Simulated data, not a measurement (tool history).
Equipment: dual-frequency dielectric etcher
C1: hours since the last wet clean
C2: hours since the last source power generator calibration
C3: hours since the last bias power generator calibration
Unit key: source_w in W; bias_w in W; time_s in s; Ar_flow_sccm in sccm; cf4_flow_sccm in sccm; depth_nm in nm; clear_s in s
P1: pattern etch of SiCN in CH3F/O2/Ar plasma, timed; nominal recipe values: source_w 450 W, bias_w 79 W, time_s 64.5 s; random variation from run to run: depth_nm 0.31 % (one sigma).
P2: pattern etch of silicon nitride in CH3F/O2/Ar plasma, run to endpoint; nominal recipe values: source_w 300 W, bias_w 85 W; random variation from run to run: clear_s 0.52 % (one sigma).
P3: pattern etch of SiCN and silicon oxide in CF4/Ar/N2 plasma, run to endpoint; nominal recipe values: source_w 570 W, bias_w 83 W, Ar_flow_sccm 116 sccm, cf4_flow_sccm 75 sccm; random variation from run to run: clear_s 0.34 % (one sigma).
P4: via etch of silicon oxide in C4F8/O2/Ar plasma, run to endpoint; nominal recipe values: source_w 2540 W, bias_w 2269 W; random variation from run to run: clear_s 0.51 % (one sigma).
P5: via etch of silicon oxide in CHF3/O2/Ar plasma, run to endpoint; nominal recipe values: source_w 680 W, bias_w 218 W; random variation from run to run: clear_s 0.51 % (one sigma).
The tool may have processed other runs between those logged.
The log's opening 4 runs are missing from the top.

run 5 hour=20.3 | process=P1 source_w=450 bias_w=79 time_s=83.5 | C1=80.9 C2=1961.3 C3=1079.2 | depth_nm=33.445
run 6 hour=23.9 | process=P4 source_w=2540 bias_w=2269 | C1=84.5 C2=1964.9 C3=1082.8 | clear_s=140.3700
run 7 hour=28.0 | process=P1 source_w=450 bias_w=79 time_s=64.5 | C1=88.6 C2=1969.0 C3=1086.9 | depth_nm=25.899
run 8 hour=33.3 | process=P4 source_w=2540 bias_w=3106 | C1=93.9 C2=1974.3 C3=1092.2 | clear_s=127.0000
run 9 hour=37.0 | process=P3 source_w=570 bias_w=83 Ar_flow_sccm=116 cf4_flow_sccm=75 | C1=97.6 C2=1978.0 C3=1095.9 | clear_s=10.4160
run 10 hour=42.9 | process=P2 source_w=300 bias_w=54 | C1=103.5 C2=1983.9 C3=1101.8 | clear_s=96.9090
run 11 hour=45.8 | process=P2 source_w=300 bias_w=85 | C1=106.4 C2=1986.8 C3=1104.7 | clear_s=81.7180
run 12 hour=50.6 | process=P2 source_w=180 bias_w=85 | C1=111.2 C2=1991.6 C3=1109.5 | clear_s=100.5900
run 13 hour=56.0 | process=P3 source_w=570 bias_w=83 Ar_flow_sccm=116 cf4_flow_sccm=94 | C1=116.6 C2=1997.0 C3=1114.9 | clear_s=10.1350
run 14 hour=61.0 | process=P5 source_w=680 bias_w=218 | C1=121.6 C2=2002.0 C3=1119.9 | clear_s=276.0500
run 15 hour=66.2 | process=P1 source_w=450 bias_w=110 time_s=64.5 | C1=126.8 C2=2007.2 C3=1125.1 | depth_nm=29.273
run 16 hour=69.8 | process=P3 source_w=570 bias_w=102 Ar_flow_sccm=116 cf4_flow_sccm=75 | C1=130.4 C2=2010.8 C3=1128.7 | clear_s=9.7324
run 17 hour=73.6 | process=P1 source_w=450 bias_w=79 time_s=64.5 | C1=134.2 C2=2014.6 C3=1132.5 | depth_nm=25.889
run 18 hour=78.6 | process=P3 source_w=570 bias_w=83 Ar_flow_sccm=116 cf4_flow_sccm=75 | C1=139.2 C2=2019.6 C3=1137.5 | clear_s=10.4260
run 19 hour=83.6 | process=P5 source_w=680 bias_w=218 | C1=144.2 C2=2024.6 C3=1142.5 | clear_s=276.7900
run 20 hour=89.7 | process=P3 source_w=570 bias_w=83 Ar_flow_sccm=77 cf4_flow_sccm=75 | C1=150.3 C2=2030.7 C3=1148.6 | clear_s=9.9110
run 21 hour=93.1 | process=P1 source_w=450 bias_w=79 time_s=37.5 | C1=153.7 C2=2034.1 C3=1152.0 | depth_nm=15.085
run 22 hour=97.5 | process=P1 source_w=560 bias_w=79 time_s=64.5 | C1=158.1 C2=2038.5 C3=1156.4 | depth_nm=28.158
run 23 hour=102.0 | process=P1 source_w=620 bias_w=54 time_s=64.5 | C1=162.6 C2=2043.0 C3=1160.9 | depth_nm=25.917
run 24 hour=107.7 | process=P4 source_w=3330 bias_w=2269 | C1=168.3 C2=2048.7 C3=1166.6 | clear_s=125.8600
run 25 hour=111.4 | process=P1 source_w=450 bias_w=79 time_s=64.5 | C1=172.0 C2=2052.4 C3=1170.3 | depth_nm=25.989
run 26 hour=115.9 | process=P1 source_w=340 bias_w=79 time_s=64.5 | C1=176.5 C2=2056.9 C3=1174.8 | depth_nm=23.228
run 27 hour=121.6 | process=P5 source_w=410 bias_w=218 | C1=182.2 C2=2062.6 C3=1180.5 | clear_s=334.2400
run 28 hour=124.4 | process=P1 source_w=450 bias_w=59 time_s=64.5 | C1=185.0 C2=2065.4 C3=1183.3 | depth_nm=23.246

The next listed run, before its measurement:
run 29 hour=128.0 | process=P1 source_w=290 bias_w=64 time_s=64.5 | C1=188.6 C2=2069.0 C3=1186.9 | depth_nm=?

depth_nm: 20.400 nm
